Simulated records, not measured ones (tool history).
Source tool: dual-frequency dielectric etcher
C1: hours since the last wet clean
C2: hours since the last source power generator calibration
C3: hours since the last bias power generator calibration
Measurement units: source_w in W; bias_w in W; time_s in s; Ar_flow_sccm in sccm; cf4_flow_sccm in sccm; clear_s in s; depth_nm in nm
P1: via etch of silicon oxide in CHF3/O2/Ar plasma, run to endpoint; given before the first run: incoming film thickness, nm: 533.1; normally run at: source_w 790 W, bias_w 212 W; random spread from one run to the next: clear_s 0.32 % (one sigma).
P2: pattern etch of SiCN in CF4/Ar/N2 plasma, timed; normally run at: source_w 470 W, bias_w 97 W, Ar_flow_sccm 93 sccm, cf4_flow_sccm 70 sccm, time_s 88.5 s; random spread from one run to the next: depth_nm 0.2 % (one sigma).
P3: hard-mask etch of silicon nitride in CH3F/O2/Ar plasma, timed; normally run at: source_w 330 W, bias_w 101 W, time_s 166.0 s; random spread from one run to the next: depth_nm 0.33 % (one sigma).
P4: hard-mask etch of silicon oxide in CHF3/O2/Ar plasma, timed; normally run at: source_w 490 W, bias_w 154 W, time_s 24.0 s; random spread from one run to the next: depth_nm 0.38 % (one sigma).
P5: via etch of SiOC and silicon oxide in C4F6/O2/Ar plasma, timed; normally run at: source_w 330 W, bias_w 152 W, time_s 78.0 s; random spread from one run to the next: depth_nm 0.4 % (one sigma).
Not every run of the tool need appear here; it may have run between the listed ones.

run 1 hour=11.6 | process=P1 source_w=790 bias_w=212 | C1=154.2 C2=511.4 C3=249.5 | clear_s=227.59
run 2 hour=21.6 | process=P3 source_w=330 bias_w=101 time_s=166.0 | C1=164.2 C2=521.4 C3=259.5 | depth_nm=121.300
run 3 hour=27.7 | process=P3 source_w=330 bias_w=121 time_s=166.0 | C1=170.3 C2=527.5 C3=265.6 | depth_nm=129.850
run 4 hour=33.7 | process=P2 source_w=470 bias_w=97 time_s=53.5 Ar_flow_sccm=93 cf4_flow_sccm=70 | C1=176.3 C2=533.5 C3=271.6 | depth_nm=53.659
run 5 hour=43.8 | process=P1 source_w=790 bias_w=141 | C1=186.4 C2=543.6 C3=281.7 | clear_s=260.48
run 6 hour=53.8 | process=P2 source_w=470 bias_w=97 time_s=88.5 Ar_flow_sccm=93 cf4_flow_sccm=70 | C1=196.4 C2=553.6 C3=291.7 | depth_nm=88.626
run 7 hour=65.9 | process=P1 source_w=790 bias_w=212 | C1=208.5 C2=565.7 C3=303.8 | clear_s=227.92
run 8 hour=71.7 | process=P1 source_w=790 bias_w=212 | C1=214.3 C2=571.5 C3=309.6 | clear_s=228.05
run 9 hour=80.2 | process=P4 source_w=490 bias_w=154 time_s=13.5 | C1=222.8 C2=580.0 C3=318.1 | depth_nm=23.212
run 10 hour=86.6 | process=P5 source_w=330 bias_w=152 time_s=78.0 | C1=229.2 C2=586.4 C3=324.5 | depth_nm=78.328
run 11 hour=94.2 | process=P5 source_w=330 bias_w=98 time_s=78.0 | C1=236.8 C2=594.0 C3=332.1 | depth_nm=68.611
run 12 hour=105.8 | process=P2 source_w=310 bias_w=97 time_s=88.5 Ar_flow_sccm=93 cf4_flow_sccm=70 | C1=248.4 C2=605.6 C3=343.7 | depth_nm=61.598
run 13 hour=113.0 | process=P2 source_w=470 bias_w=67 time_s=88.5 Ar_flow_sccm=93 cf4_flow_sccm=70 | C1=255.6 C2=612.8 C3=350.9 | depth_nm=77.830
run 14 hour=124.0 | process=P2 source_w=470 bias_w=97 time_s=88.5 Ar_flow_sccm=69 cf4_flow_sccm=70 | C1=266.6 C2=623.8 C3=361.9 | depth_nm=91.998
run 15 hour=132.6 | process=P1 source_w=1000 bias_w=212 | C1=275.2 C2=632.4 C3=370.5 | clear_s=208.84
run 16 hour=143.6 | process=P4 source_w=490 bias_w=154 time_s=24.0 | C1=286.2 C2=643.4 C3=381.5 | depth_nm=41.229
run 17 hour=150.0 | process=P3 source_w=210 bias_w=101 time_s=166.0 | C1=292.6 C2=649.8 C3=387.9 | depth_nm=103.800
run 18 hour=157.7 | process=P4 source_w=490 bias_w=206 time_s=24.0 | C1=300.3 C2=657.5 C3=395.6 | depth_nm=45.216
-- hour=159.8 bias power generator calibrated
run 19 hour=167.7 | process=P4 source_w=310 bias_w=154 time_s=24.0 | C1=310.3 C2=667.5 C3=8.0 | depth_nm=34.363
run 20 hour=175.1 | process=P5 source_w=440 bias_w=152 time_s=78.0 | C1=317.7 C2=674.9 C3=15.4 | depth_nm=86.835
run 21 hour=181.0 | process=P5 source_w=330 bias_w=152 time_s=111.5 | C1=323.6 C2=680.8 C3=21.3 | depth_nm=112.000
run 22 hour=189.1 | process=P1 source_w=790 bias_w=292 | C1=331.7 C2=688.9 C3=29.4 | clear_s=202.99
run 23 hour=195.0 | process=P1 source_w=790 bias_w=212 | C1=337.6 C2=694.8 C3=35.3 | clear_s=227.92
run 24 hour=202.9 | process=P1 source_w=590 bias_w=212 | C1=345.5 C2=702.7 C3=43.2 | clear_s=254.94
run 25 hour=211.8 | process=P3 source_w=330 bias_w=101 time_s=228.0 | C1=354.4 C2=711.6 C3=52.1 | depth_nm=168.250
run 26 hour=222.8 | process=P4 source_w=490 bias_w=154 time_s=24.0 | C1=365.4 C2=722.6 C3=63.1 | depth_nm=40.993
run 27 hour=229.6 | process=P3 source_w=330 bias_w=101 time_s=166.0 | C1=372.2 C2=729.4 C3=69.9 | depth_nm=121.680
run 28 hour=242.4 | process=P1 source_w=790 bias_w=212 | C1=385.0 C2=742.2 C3=82.7 | clear_s=226.02
run 29 hour=248.5 | process=P5 source_w=330 bias_w=152 time_s=78.0 | C1=391.1 C2=748.3 C3=88.8 | depth_nm=78.560
run 30 hour=260.7 | process=P2 source_w=470 bias_w=97 time_s=88.5 Ar_flow_sccm=93 cf4_flow_sccm=90 | C1=403.3 C2=760.5 C3=101.0 | depth_nm=91.633
run 31 hour=272.9 | process=P1 source_w=790 bias_w=212 | C1=415.5 C2=772.7 C3=113.2 | clear_s=227.42
run 32 hour=281.3 | process=P1 source_w=1090 bias_w=129 | C1=423.9 C2=781.1 C3=121.6 | clear_s=234.92
run 33 hour=292.0 | process=P1 source_w=790 bias_w=212 | C1=434.6 C2=791.8 C3=132.3 | clear_s=227.36
run 34 hour=299.1 | process=P1 source_w=790 bias_w=212 | C1=441.7 C2=798.9 C3=139.4 | clear_s=229.57
run 35 hour=311.0 | process=P1 source_w=790 bias_w=212 | C1=453.6 C2=810.8 C3=151.3 | clear_s=229.56
-- hour=317.5 wet clean of the chamber
run 36 hour=317.9 | process=P1 source_w=790 bias_w=212 | C1=0.5 C2=817.7 C3=158.2 | clear_s=230.20
run 37 hour=327.4 | process=P1 source_w=790 bias_w=212 | C1=10.0 C2=827.2 C3=167.7 | clear_s=230.99

Run 38 comes next. What will it give?
run 38 hour=339.3 | process=P1 source_w=790 bias_w=212 | C1=21.9 C2=839.1 C3=179.6 | clear_s=?

clear_s: 232.04 s
